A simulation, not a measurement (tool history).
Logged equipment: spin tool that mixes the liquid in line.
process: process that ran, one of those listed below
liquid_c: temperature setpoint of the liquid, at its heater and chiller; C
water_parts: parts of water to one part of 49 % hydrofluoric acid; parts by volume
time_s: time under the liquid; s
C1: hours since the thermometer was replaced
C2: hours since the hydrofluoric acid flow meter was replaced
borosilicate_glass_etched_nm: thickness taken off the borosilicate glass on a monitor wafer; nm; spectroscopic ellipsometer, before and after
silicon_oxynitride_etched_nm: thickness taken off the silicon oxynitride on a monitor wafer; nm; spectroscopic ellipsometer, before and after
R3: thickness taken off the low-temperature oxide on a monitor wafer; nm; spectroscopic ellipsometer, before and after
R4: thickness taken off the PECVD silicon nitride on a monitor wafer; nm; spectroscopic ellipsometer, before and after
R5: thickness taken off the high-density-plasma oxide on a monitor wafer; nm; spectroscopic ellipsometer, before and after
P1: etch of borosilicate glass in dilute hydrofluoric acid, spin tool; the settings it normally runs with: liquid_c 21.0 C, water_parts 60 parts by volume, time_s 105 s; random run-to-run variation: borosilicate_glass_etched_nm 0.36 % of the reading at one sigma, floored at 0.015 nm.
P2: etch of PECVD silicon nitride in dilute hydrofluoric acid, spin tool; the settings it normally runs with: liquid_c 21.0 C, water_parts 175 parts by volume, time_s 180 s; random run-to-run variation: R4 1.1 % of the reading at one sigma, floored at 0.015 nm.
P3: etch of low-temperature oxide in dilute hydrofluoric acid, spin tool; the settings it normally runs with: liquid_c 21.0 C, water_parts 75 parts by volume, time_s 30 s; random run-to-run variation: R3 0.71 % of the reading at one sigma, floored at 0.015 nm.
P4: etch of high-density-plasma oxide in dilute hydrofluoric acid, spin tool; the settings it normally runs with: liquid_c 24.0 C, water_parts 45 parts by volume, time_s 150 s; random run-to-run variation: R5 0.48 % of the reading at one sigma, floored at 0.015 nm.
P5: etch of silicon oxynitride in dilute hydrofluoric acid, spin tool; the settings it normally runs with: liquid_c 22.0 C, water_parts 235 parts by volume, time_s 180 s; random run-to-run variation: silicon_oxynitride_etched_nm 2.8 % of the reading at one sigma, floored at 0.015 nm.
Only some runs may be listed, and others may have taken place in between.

{"run": 1, "hour": 9.2, "process": "P1", "liquid_c": 21.0, "water_parts": 60, "time_s": 105, "C1": 107.1, "C2": 330.8, "borosilicate_glass_etched_nm": 44.504}
{"run": 2, "hour": 15.9, "process": "P5", "liquid_c": 22.0, "water_parts": 135, "time_s": 180, "C1": 113.8, "C2": 337.5, "silicon_oxynitride_etched_nm": 1.7137}
{"run": 3, "hour": 24.9, "process": "P3", "liquid_c": 21.0, "water_parts": 75, "time_s": 50, "C1": 122.8, "C2": 346.5, "R3": 6.5386}
{"run": 4, "hour": 30.5, "process": "P1", "liquid_c": 21.0, "water_parts": 60, "time_s": 215, "C1": 128.4, "C2": 352.1, "borosilicate_glass_etched_nm": 91.329}
{"run": 5, "hour": 40.1, "process": "P5", "liquid_c": 22.0, "water_parts": 235, "time_s": 180, "C1": 138.0, "C2": 361.7, "silicon_oxynitride_etched_nm": 0.92429}
{"run": 6, "hour": 45.8, "process": "P3", "liquid_c": 26.0, "water_parts": 75, "time_s": 30, "C1": 143.7, "C2": 367.4, "R3": 4.8337}
{"run": 7, "hour": 53.1, "process": "P2", "liquid_c": 29.5, "water_parts": 175, "time_s": 180, "C1": 151.0, "C2": 374.7, "R4": 4.1646}
{"run": 8, "hour": 62.5, "process": "P1", "liquid_c": 21.0, "water_parts": 60, "time_s": 15, "C1": 160.4, "C2": 384.1, "borosilicate_glass_etched_nm": 6.4068}
{"run": 9, "hour": 68.8, "process": "P1", "liquid_c": 21.0, "water_parts": 60, "time_s": 105, "C1": 166.7, "C2": 390.4, "borosilicate_glass_etched_nm": 44.484}
{"run": 10, "hour": 76.7, "process": "P2", "liquid_c": 21.0, "water_parts": 175, "time_s": 335, "C1": 174.6, "C2": 398.3, "R4": 4.3683}
{"run": 11, "hour": 84.1, "process": "P2", "liquid_c": 21.0, "water_parts": 175, "time_s": 180, "C1": 182.0, "C2": 405.7, "R4": 2.4321}
{"run": 12, "hour": 89.2, "process": "P3", "liquid_c": 21.0, "water_parts": 125, "time_s": 30, "C1": 187.1, "C2": 410.8, "R3": 2.2148}
{"run": 13, "hour": 98.1, "process": "P5", "liquid_c": 18.0, "water_parts": 235, "time_s": 180, "C1": 196.0, "C2": 419.7, "silicon_oxynitride_etched_nm": 0.78777}
{"run": 14, "hour": 105.5, "process": "P1", "liquid_c": 21.0, "water_parts": 95, "time_s": 105, "C1": 203.4, "C2": 427.1, "borosilicate_glass_etched_nm": 27.131}
{"run": 15, "hour": 110.4, "process": "P3", "liquid_c": 21.0, "water_parts": 75, "time_s": 30, "C1": 208.3, "C2": 432.0, "R3": 3.9763}
{"run": 16, "hour": 116.9, "process": "P4", "liquid_c": 24.0, "water_parts": 45, "time_s": 150, "C1": 214.8, "C2": 438.5, "R5": 18.397}
{"run": 17, "hour": 122.8, "process": "P1", "liquid_c": 21.0, "water_parts": 60, "time_s": 105, "C1": 220.7, "C2": 444.4, "borosilicate_glass_etched_nm": 44.557}
{"run": 18, "hour": 132.6, "process": "P5", "liquid_c": 22.0, "water_parts": 235, "time_s": 280, "C1": 230.5, "C2": 454.2, "silicon_oxynitride_etched_nm": 1.4452}
{"run": 19, "hour": 137.7, "process": "P1", "liquid_c": 21.0, "water_parts": 60, "time_s": 105, "C1": 235.6, "C2": 459.3, "borosilicate_glass_etched_nm": 44.5}
{"run": 20, "hour": 146.4, "process": "P1", "liquid_c": 28.0, "water_parts": 60, "time_s": 105, "C1": 244.3, "C2": 468.0, "borosilicate_glass_etched_nm": 59.002}
{"run": 21, "hour": 151.3, "process": "P4", "liquid_c": 24.0, "water_parts": 75, "time_s": 150, "C1": 249.2, "C2": 472.9, "R5": 10.545}
{"run": 22, "hour": 159.8, "process": "P4", "liquid_c": 28.5, "water_parts": 45, "time_s": 150, "C1": 257.7, "C2": 481.4, "R5": 22.122}
{"run": 23, "hour": 168.6, "process": "P4", "liquid_c": 24.0, "water_parts": 45, "time_s": 150, "C1": 266.5, "C2": 490.2, "R5": 18.486}
{"hour": 171.3, "done": "thermometer replaced"}
{"run": 24, "hour": 177.5, "process": "P1", "liquid_c": 21.0, "water_parts": 60, "time_s": 105, "C1": 6.3, "C2": 499.1, "borosilicate_glass_etched_nm": 44.472}
{"run": 25, "hour": 184.3, "process": "P4", "liquid_c": 24.0, "water_parts": 45, "time_s": 70, "C1": 13.1, "C2": 505.9, "R5": 8.5617}
{"run": 26, "hour": 188.9, "process": "P1", "liquid_c": 17.0, "water_parts": 20, "time_s": 105, "C1": 17.7, "C2": 510.5, "borosilicate_glass_etched_nm": 117.56}
{"run": 27, "hour": 196.8, "process": "P2", "liquid_c": 21.0, "water_parts": 175, "time_s": 180, "C1": 25.6, "C2": 518.4, "R4": 2.4347}
{"run": 28, "hour": 202.9, "process": "P3", "liquid_c": 21.0, "water_parts": 75, "time_s": 30, "C1": 31.7, "C2": 524.5, "R3": 3.923}
{"run": 29, "hour": 209.5, "process": "P1", "liquid_c": 21.0, "water_parts": 60, "time_s": 105, "C1": 38.3, "C2": 531.1, "borosilicate_glass_etched_nm": 44.642}
{"run": 30, "hour": 219.1, "process": "P1", "liquid_c": 21.0, "water_parts": 20, "time_s": 105, "C1": 47.9, "C2": 540.7, "borosilicate_glass_etched_nm": 140.39}
{"run": 31, "hour": 227.6, "process": "P2", "liquid_c": 21.0, "water_parts": 280, "time_s": 180, "C1": 56.4, "C2": 549.2, "R4": 1.5305}
{"run": 32, "hour": 234.0, "process": "P1", "liquid_c": 17.0, "water_parts": 60, "time_s": 105, "C1": 62.8, "C2": 555.6, "borosilicate_glass_etched_nm": 37.432}
{"run": 33, "hour": 241.8, "process": "P1", "liquid_c": 21.0, "water_parts": 60, "time_s": 105, "C1": 70.6, "C2": 563.4, "borosilicate_glass_etched_nm": 44.612}
{"run": 34, "hour": 250.7, "process": "P1", "liquid_c": 21.0, "water_parts": 60, "time_s": 105, "C1": 79.5, "C2": 572.3, "borosilicate_glass_etched_nm": 46.031}
{"run": 35, "hour": 258.1, "process": "P1", "liquid_c": 21.0, "water_parts": 60, "time_s": 105, "C1": 86.9, "C2": 579.7, "borosilicate_glass_etched_nm": 46.375}
{"run": 36, "hour": 263.6, "process": "P1", "liquid_c": 21.0, "water_parts": 60, "time_s": 105, "C1": 92.4, "C2": 585.2, "borosilicate_glass_etched_nm": 46.923}
{"run": 37, "hour": 269.2, "process": "P1", "liquid_c": 21.0, "water_parts": 60, "time_s": 105, "C1": 98.0, "C2": 590.8, "borosilicate_glass_etched_nm": 47.01}
{"run": 38, "hour": 276.6, "process": "P1", "liquid_c": 21.0, "water_parts": 60, "time_s": 105, "C1": 105.4, "C2": 598.2, "borosilicate_glass_etched_nm": 47.288}
{"run": 39, "hour": 281.6, "process": "P1", "liquid_c": 21.0, "water_parts": 60, "time_s": 105, "C1": 110.4, "C2": 603.2, "borosilicate_glass_etched_nm": 47.784}
{"run": 40, "hour": 287.0, "process": "P1", "liquid_c": 21.0, "water_parts": 60, "time_s": 105, "C1": 115.8, "C2": 608.6, "borosilicate_glass_etched_nm": 47.472}
{"run": 41, "hour": 295.8, "process": "P1", "liquid_c": 21.0, "water_parts": 60, "time_s": 105, "C1": 124.6, "C2": 617.4, "borosilicate_glass_etched_nm": 47.922}
{"run": 42, "hour": 302.8, "process": "P1", "liquid_c": 21.0, "water_parts": 60, "time_s": 105, "C1": 131.6, "C2": 624.4, "borosilicate_glass_etched_nm": 47.744}
{"run": 43, "hour": 308.9, "process": "P1", "liquid_c": 21.0, "water_parts": 60, "time_s": 105, "C1": 137.7, "C2": 630.5, "borosilicate_glass_etched_nm": 47.938}
{"run": 44, "hour": 317.7, "process": "P1", "liquid_c": 21.0, "water_parts": 60, "time_s": 105, "C1": 146.5, "C2": 639.3, "borosilicate_glass_etched_nm": 48.11}

P1 no longer gives what it gave before; its output has crept away from where it was. The following 2 causes, each at its listed size, fit the log equally well:
A: hydrofluoric acid flow above the setpoint (%) = 7.32
B: liquid hotter than its thermometer reads (K) = 1.83
The onset of the drift is placed at about hour 241.8.

You are offered 4 check runs, listed below with question marks in place of their results; each one averages 5 wafers. Which run separates the listed causes by giving clearly different results for each?
{"run": "check 1", "hour": 326.5, "process": "P5", "liquid_c": 22.0, "water_parts": 235, "time_s": 180, "silicon_oxynitride_etched_nm": "?"}
{"run": "check 2", "hour": 326.5, "process": "P2", "liquid_c": 21.0, "water_parts": 175, "time_s": 180, "R4": "?"}
{"run": "check 3", "hour": 326.5, "process": "P4", "liquid_c": 24.0, "water_parts": 45, "time_s": 150, "R5": "?"}
{"run": "check 4", "hour": 326.5, "process": "P3", "liquid_c": 21.0, "water_parts": 75, "time_s": 30, "R3": "?"}

Check results expected under each cause:
check=check_1 result=silicon_oxynitride_etched_nm if_A=1.03110 if_B=1.03050
check=check_2 result=R4 if_A=2.5879 if_B=2.7207
check=check_3 result=R5 if_A=19.8460 if_B=19.8520
check=check_4 result=R3 if_A=4.2276 if_B=4.2207
Separation of the two closest causes in each check, using whichever result separates them best: check 1 0.06 %; check 2 5 %; check 3 0.03 %; check 4 0.16 %
The causes can be told apart only by check 2. The other checks would give nearly the same results under each of them.

Check 2 has now been run. It gave: R4 2.7113 nm. Which of the candidate causes is it?

It was cause B: liquid hotter than its thermometer reads (K).
